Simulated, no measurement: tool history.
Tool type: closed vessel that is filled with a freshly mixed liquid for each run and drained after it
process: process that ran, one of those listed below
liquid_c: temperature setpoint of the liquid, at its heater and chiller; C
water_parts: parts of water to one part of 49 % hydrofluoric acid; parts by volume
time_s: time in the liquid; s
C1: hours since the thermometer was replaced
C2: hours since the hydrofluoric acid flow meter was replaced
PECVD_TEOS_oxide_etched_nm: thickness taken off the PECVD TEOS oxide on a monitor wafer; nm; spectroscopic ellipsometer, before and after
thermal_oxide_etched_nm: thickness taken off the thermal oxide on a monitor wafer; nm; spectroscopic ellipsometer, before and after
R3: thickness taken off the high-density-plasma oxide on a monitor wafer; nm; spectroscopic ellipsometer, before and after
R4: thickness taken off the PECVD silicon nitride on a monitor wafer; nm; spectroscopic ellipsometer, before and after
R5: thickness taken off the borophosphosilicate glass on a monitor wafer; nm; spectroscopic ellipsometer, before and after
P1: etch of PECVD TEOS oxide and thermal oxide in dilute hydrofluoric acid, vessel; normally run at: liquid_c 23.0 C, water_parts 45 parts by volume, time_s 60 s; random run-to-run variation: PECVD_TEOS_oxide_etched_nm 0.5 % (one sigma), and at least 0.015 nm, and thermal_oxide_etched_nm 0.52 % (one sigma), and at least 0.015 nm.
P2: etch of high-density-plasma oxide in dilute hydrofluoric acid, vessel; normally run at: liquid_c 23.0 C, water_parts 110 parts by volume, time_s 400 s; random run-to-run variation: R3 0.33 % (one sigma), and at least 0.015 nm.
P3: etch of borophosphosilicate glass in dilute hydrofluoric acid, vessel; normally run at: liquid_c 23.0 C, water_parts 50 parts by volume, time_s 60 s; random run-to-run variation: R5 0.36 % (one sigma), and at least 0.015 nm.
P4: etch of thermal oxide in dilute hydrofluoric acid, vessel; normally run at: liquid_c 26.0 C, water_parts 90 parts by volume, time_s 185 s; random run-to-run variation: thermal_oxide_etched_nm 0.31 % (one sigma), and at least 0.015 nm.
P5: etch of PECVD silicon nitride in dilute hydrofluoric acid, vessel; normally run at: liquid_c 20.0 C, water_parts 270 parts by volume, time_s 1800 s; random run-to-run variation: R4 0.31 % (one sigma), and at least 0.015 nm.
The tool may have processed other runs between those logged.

{"run": 1, "hour": 10.2, "process": "P1", "liquid_c": 23.0, "water_parts": 45, "time_s": 60, "C1": 904.2, "C2": 316.0, "PECVD_TEOS_oxide_etched_nm": 16.124, "thermal_oxide_etched_nm": 6.9851}
{"run": 2, "hour": 18.1, "process": "P1", "liquid_c": 23.0, "water_parts": 25, "time_s": 35, "C1": 912.1, "C2": 323.9, "PECVD_TEOS_oxide_etched_nm": 17.555, "thermal_oxide_etched_nm": 7.5178}
{"run": 3, "hour": 26.6, "process": "P2", "liquid_c": 23.0, "water_parts": 155, "time_s": 400, "C1": 920.6, "C2": 332.4, "R3": 11.706}
{"run": 4, "hour": 37.9, "process": "P1", "liquid_c": 17.0, "water_parts": 75, "time_s": 60, "C1": 931.9, "C2": 343.7, "PECVD_TEOS_oxide_etched_nm": 7.2944, "thermal_oxide_etched_nm": 3.0844}
{"run": 5, "hour": 49.3, "process": "P2", "liquid_c": 23.0, "water_parts": 110, "time_s": 400, "C1": 943.3, "C2": 355.1, "R3": 17.249}
{"run": 6, "hour": 59.7, "process": "P5", "liquid_c": 20.0, "water_parts": 160, "time_s": 1800, "C1": 953.7, "C2": 365.5, "R4": 21.635}
{"run": 7, "hour": 68.2, "process": "P4", "liquid_c": 26.0, "water_parts": 90, "time_s": 185, "C1": 962.2, "C2": 374.0, "thermal_oxide_etched_nm": 10.655}
{"run": 8, "hour": 83.5, "process": "P1", "liquid_c": 23.0, "water_parts": 45, "time_s": 60, "C1": 977.5, "C2": 389.3, "PECVD_TEOS_oxide_etched_nm": 16.107, "thermal_oxide_etched_nm": 6.9297}
{"run": 9, "hour": 94.2, "process": "P4", "liquid_c": 26.0, "water_parts": 90, "time_s": 30, "C1": 988.2, "C2": 400.0, "thermal_oxide_etched_nm": 1.7344}
{"run": 10, "hour": 106.3, "process": "P3", "liquid_c": 23.0, "water_parts": 20, "time_s": 60, "C1": 1000.3, "C2": 412.1, "R5": 177.42}
{"run": 11, "hour": 119.2, "process": "P4", "liquid_c": 30.5, "water_parts": 90, "time_s": 185, "C1": 1013.2, "C2": 425.0, "thermal_oxide_etched_nm": 12.737}
{"run": 12, "hour": 134.1, "process": "P1", "liquid_c": 17.0, "water_parts": 45, "time_s": 60, "C1": 1028.1, "C2": 439.9, "PECVD_TEOS_oxide_etched_nm": 12.505, "thermal_oxide_etched_nm": 5.3638}
{"run": 13, "hour": 147.7, "process": "P1", "liquid_c": 23.0, "water_parts": 45, "time_s": 60, "C1": 1041.7, "C2": 453.5, "PECVD_TEOS_oxide_etched_nm": 16.144, "thermal_oxide_etched_nm": 6.919}
{"run": 14, "hour": 155.8, "process": "P3", "liquid_c": 23.0, "water_parts": 50, "time_s": 95, "C1": 1049.8, "C2": 461.6, "R5": 109.25}
{"run": 15, "hour": 169.2, "process": "P1", "liquid_c": 23.0, "water_parts": 45, "time_s": 60, "C1": 1063.2, "C2": 475.0, "PECVD_TEOS_oxide_etched_nm": 15.984, "thermal_oxide_etched_nm": 6.9298}
{"run": 16, "hour": 177.4, "process": "P1", "liquid_c": 23.0, "water_parts": 20, "time_s": 60, "C1": 1071.4, "C2": 483.2, "PECVD_TEOS_oxide_etched_nm": 37.455, "thermal_oxide_etched_nm": 16.036}
{"hour": 188.8, "done": "hydrofluoric acid flow meter replaced"}
{"run": 17, "hour": 190.8, "process": "P5", "liquid_c": 20.0, "water_parts": 270, "time_s": 1800, "C1": 1084.8, "C2": 2.1, "R4": 13.115}
{"run": 18, "hour": 204.1, "process": "P1", "liquid_c": 23.0, "water_parts": 45, "time_s": 30, "C1": 1098.1, "C2": 15.4, "PECVD_TEOS_oxide_etched_nm": 8.1062, "thermal_oxide_etched_nm": 3.4826}
{"run": 19, "hour": 217.2, "process": "P2", "liquid_c": 23.0, "water_parts": 110, "time_s": 45, "C1": 1111.2, "C2": 28.5, "R3": 1.9678}
{"run": 20, "hour": 228.1, "process": "P5", "liquid_c": 20.0, "water_parts": 270, "time_s": 1800, "C1": 1122.1, "C2": 39.4, "R4": 13.17}
{"run": 21, "hour": 241.8, "process": "P1", "liquid_c": 29.0, "water_parts": 45, "time_s": 60, "C1": 1135.8, "C2": 53.1, "PECVD_TEOS_oxide_etched_nm": 20.784, "thermal_oxide_etched_nm": 8.766}
{"run": 22, "hour": 257.6, "process": "P1", "liquid_c": 23.0, "water_parts": 80, "time_s": 60, "C1": 1151.6, "C2": 68.9, "PECVD_TEOS_oxide_etched_nm": 8.7254, "thermal_oxide_etched_nm": 3.7224}
{"run": 23, "hour": 270.4, "process": "P1", "liquid_c": 23.0, "water_parts": 45, "time_s": 60, "C1": 1164.4, "C2": 81.7, "PECVD_TEOS_oxide_etched_nm": 16.21, "thermal_oxide_etched_nm": 6.9514}
{"run": 24, "hour": 287.8, "process": "P5", "liquid_c": 17.0, "water_parts": 270, "time_s": 1800, "C1": 1181.8, "C2": 99.1, "R4": 10.766}
{"run": 25, "hour": 300.0, "process": "P3", "liquid_c": 23.0, "water_parts": 50, "time_s": 60, "C1": 1194.0, "C2": 111.3, "R5": 68.455}
{"run": 26, "hour": 316.1, "process": "P5", "liquid_c": 20.0, "water_parts": 270, "time_s": 3270, "C1": 1210.1, "C2": 127.4, "R4": 23.711}
{"run": 27, "hour": 327.9, "process": "P4", "liquid_c": 26.0, "water_parts": 130, "time_s": 185, "C1": 1221.9, "C2": 139.2, "thermal_oxide_etched_nm": 7.0698}
{"run": 28, "hour": 342.4, "process": "P3", "liquid_c": 17.5, "water_parts": 50, "time_s": 60, "C1": 1236.4, "C2": 153.7, "R5": 54.122}
{"run": 29, "hour": 355.4, "process": "P1", "liquid_c": 23.0, "water_parts": 45, "time_s": 110, "C1": 1249.4, "C2": 166.7, "PECVD_TEOS_oxide_etched_nm": 29.555, "thermal_oxide_etched_nm": 12.562}
{"run": 30, "hour": 368.4, "process": "P2", "liquid_c": 17.5, "water_parts": 110, "time_s": 400, "C1": 1262.4, "C2": 179.7, "R3": 13.853}
{"run": 31, "hour": 381.0, "process": "P1", "liquid_c": 23.0, "water_parts": 45, "time_s": 60, "C1": 1275.0, "C2": 192.3, "PECVD_TEOS_oxide_etched_nm": 16.074, "thermal_oxide_etched_nm": 6.9957}
{"run": 32, "hour": 390.2, "process": "P1", "liquid_c": 23.0, "water_parts": 45, "time_s": 60, "C1": 1284.2, "C2": 201.5, "PECVD_TEOS_oxide_etched_nm": 16.098, "thermal_oxide_etched_nm": 6.7614}
{"run": 33, "hour": 405.3, "process": "P1", "liquid_c": 23.0, "water_parts": 45, "time_s": 60, "C1": 1299.3, "C2": 216.6, "PECVD_TEOS_oxide_etched_nm": 15.599, "thermal_oxide_etched_nm": 6.6812}
{"run": 34, "hour": 414.1, "process": "P1", "liquid_c": 23.0, "water_parts": 45, "time_s": 60, "C1": 1308.1, "C2": 225.4, "PECVD_TEOS_oxide_etched_nm": 15.408, "thermal_oxide_etched_nm": 6.6728}
{"run": 35, "hour": 425.5, "process": "P1", "liquid_c": 23.0, "water_parts": 45, "time_s": 60, "C1": 1319.5, "C2": 236.8, "PECVD_TEOS_oxide_etched_nm": 15.376, "thermal_oxide_etched_nm": 6.5448}
{"run": 36, "hour": 435.4, "process": "P1", "liquid_c": 23.0, "water_parts": 45, "time_s": 60, "C1": 1329.4, "C2": 246.7, "PECVD_TEOS_oxide_etched_nm": 15.372, "thermal_oxide_etched_nm": 6.5654}
{"run": 37, "hour": 450.3, "process": "P1", "liquid_c": 23.0, "water_parts": 45, "time_s": 60, "C1": 1344.3, "C2": 261.6, "PECVD_TEOS_oxide_etched_nm": 15.252, "thermal_oxide_etched_nm": 6.5261}
{"run": 38, "hour": 465.4, "process": "P1", "liquid_c": 23.0, "water_parts": 45, "time_s": 60, "C1": 1359.4, "C2": 276.7, "PECVD_TEOS_oxide_etched_nm": 15.274, "thermal_oxide_etched_nm": 6.5343}
{"run": 39, "hour": 482.1, "process": "P1", "liquid_c": 23.0, "water_parts": 45, "time_s": 60, "C1": 1376.1, "C2": 293.4, "PECVD_TEOS_oxide_etched_nm": 15.25, "thermal_oxide_etched_nm": 6.5131}
{"run": 40, "hour": 497.5, "process": "P1", "liquid_c": 23.0, "water_parts": 45, "time_s": 60, "C1": 1391.5, "C2": 308.8, "PECVD_TEOS_oxide_etched_nm": 15.232, "thermal_oxide_etched_nm": 6.5641}

The output of P1 has drifted from where it used to be. Each of the 2 causes below, taken at the size shown beside it, accounts for the log equally well:
A: liquid colder than its thermometer reads (K) = 1.45
B: hydrofluoric acid flow below the setpoint (%) = 5.55
The creep began at about hour 381.0.

Below are 4 check runs, each on a single wafer, with their results shown as question marks. Which of them would tell the listed causes apart, meaning the causes would give clearly different results under it?
{"run": "check 1", "hour": 512.9, "process": "P2", "liquid_c": 23.0, "water_parts": 110, "time_s": 400, "R3": "?"}
{"run": "check 2", "hour": 512.9, "process": "P5", "liquid_c": 20.0, "water_parts": 270, "time_s": 1800, "R4": "?"}
{"run": "check 3", "hour": 512.9, "process": "P3", "liquid_c": 23.0, "water_parts": 50, "time_s": 60, "R5": "?"}
{"run": "check 4", "hour": 512.9, "process": "P4", "liquid_c": 26.0, "water_parts": 90, "time_s": 185, "thermal_oxide_etched_nm": "?"}

Predicted outcomes, by check and by cause:
check=check_1 result=R3 if_A=16.3750 if_B=16.2650
check=check_2 result=R4 if_A=11.911 if_B=12.377
check=check_3 result=R5 if_A=64.587 if_B=64.559
check=check_4 result=thermal_oxide_etched_nm if_A=10.0920 if_B=10.0240
Minimum pairwise separation of causes per check, each pair taken at its best-separating result: check 1 0.67 %; check 2 3.84 %; check 3 0.04 %; check 4 0.68 %
Only in check 2 would the causes give clearly different results; in the remaining checks their results would be nearly the same.

The results of check 2 are: R4 12.358 nm. Based on these, which of the listed causes is it?

It was cause B: hydrofluoric acid flow below the setpoint (%).
